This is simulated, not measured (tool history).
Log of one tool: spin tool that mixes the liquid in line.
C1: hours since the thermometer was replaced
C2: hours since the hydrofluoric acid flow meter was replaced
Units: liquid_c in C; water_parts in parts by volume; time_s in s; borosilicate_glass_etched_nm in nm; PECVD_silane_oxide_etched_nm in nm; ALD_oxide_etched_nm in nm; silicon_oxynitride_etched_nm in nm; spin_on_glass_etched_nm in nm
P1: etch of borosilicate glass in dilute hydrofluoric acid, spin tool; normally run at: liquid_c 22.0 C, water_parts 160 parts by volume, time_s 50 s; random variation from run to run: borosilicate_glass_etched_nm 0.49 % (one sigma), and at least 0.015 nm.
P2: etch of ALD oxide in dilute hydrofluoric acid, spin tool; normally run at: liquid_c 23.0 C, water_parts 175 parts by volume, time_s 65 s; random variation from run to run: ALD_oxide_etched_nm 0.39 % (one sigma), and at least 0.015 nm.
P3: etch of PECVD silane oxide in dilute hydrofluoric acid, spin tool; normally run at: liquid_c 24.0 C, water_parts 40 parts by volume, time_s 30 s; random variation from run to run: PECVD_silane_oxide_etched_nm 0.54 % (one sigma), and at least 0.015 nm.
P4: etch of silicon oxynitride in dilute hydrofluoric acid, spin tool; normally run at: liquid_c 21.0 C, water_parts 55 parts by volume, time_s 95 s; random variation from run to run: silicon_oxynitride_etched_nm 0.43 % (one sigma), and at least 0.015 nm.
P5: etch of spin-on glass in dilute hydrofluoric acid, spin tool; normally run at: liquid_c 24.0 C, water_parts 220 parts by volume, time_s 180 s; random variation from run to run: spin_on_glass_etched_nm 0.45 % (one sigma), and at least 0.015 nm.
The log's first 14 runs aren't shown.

{"run": 15, "hour": 76.3, "process": "P5", "liquid_c": 20.0, "water_parts": 220, "time_s": 180, "C1": 592.5, "C2": 1644.5, "spin_on_glass_etched_nm": 16.024}
{"run": 16, "hour": 83.3, "process": "P3", "liquid_c": 32.0, "water_parts": 40, "time_s": 30, "C1": 599.5, "C2": 1651.5, "PECVD_silane_oxide_etched_nm": 41.186}
{"run": 17, "hour": 87.2, "process": "P1", "liquid_c": 22.0, "water_parts": 160, "time_s": 50, "C1": 603.4, "C2": 1655.4, "borosilicate_glass_etched_nm": 6.5554}
{"run": 18, "hour": 91.1, "process": "P1", "liquid_c": 22.0, "water_parts": 160, "time_s": 50, "C1": 607.3, "C2": 1659.3, "borosilicate_glass_etched_nm": 6.539}
{"hour": 96.0, "done": "thermometer replaced"}
{"run": 19, "hour": 98.8, "process": "P1", "liquid_c": 22.0, "water_parts": 160, "time_s": 15, "C1": 2.8, "C2": 1667.0, "borosilicate_glass_etched_nm": 1.9717}
{"run": 20, "hour": 103.6, "process": "P5", "liquid_c": 24.0, "water_parts": 220, "time_s": 180, "C1": 7.6, "C2": 1671.8, "spin_on_glass_etched_nm": 18.403}
{"run": 21, "hour": 107.4, "process": "P1", "liquid_c": 22.0, "water_parts": 95, "time_s": 50, "C1": 11.4, "C2": 1675.6, "borosilicate_glass_etched_nm": 11.891}
{"run": 22, "hour": 111.6, "process": "P1", "liquid_c": 17.0, "water_parts": 160, "time_s": 50, "C1": 15.6, "C2": 1679.8, "borosilicate_glass_etched_nm": 5.3661}
{"run": 23, "hour": 118.8, "process": "P2", "liquid_c": 23.0, "water_parts": 175, "time_s": 65, "C1": 22.8, "C2": 1687.0, "ALD_oxide_etched_nm": 10.629}
{"run": 24, "hour": 126.4, "process": "P2", "liquid_c": 17.0, "water_parts": 175, "time_s": 65, "C1": 30.4, "C2": 1694.6, "ALD_oxide_etched_nm": 8.3831}
{"run": 25, "hour": 133.8, "process": "P1", "liquid_c": 27.0, "water_parts": 160, "time_s": 50, "C1": 37.8, "C2": 1702.0, "borosilicate_glass_etched_nm": 7.9183}
{"run": 26, "hour": 137.2, "process": "P1", "liquid_c": 22.0, "water_parts": 160, "time_s": 85, "C1": 41.2, "C2": 1705.4, "borosilicate_glass_etched_nm": 11.257}
{"run": 27, "hour": 142.1, "process": "P4", "liquid_c": 21.0, "water_parts": 25, "time_s": 95, "C1": 46.1, "C2": 1710.3, "silicon_oxynitride_etched_nm": 16.221}
{"run": 28, "hour": 147.9, "process": "P4", "liquid_c": 28.5, "water_parts": 55, "time_s": 95, "C1": 51.9, "C2": 1716.1, "silicon_oxynitride_etched_nm": 10.427}

Forecast run 29:
{"run": 29, "hour": 151.9, "process": "P1", "liquid_c": 22.0, "water_parts": 160, "time_s": 50, "C1": 55.9, "C2": 1720.1, "borosilicate_glass_etched_nm": "?"}

borosilicate_glass_etched_nm: 6.5345 nm
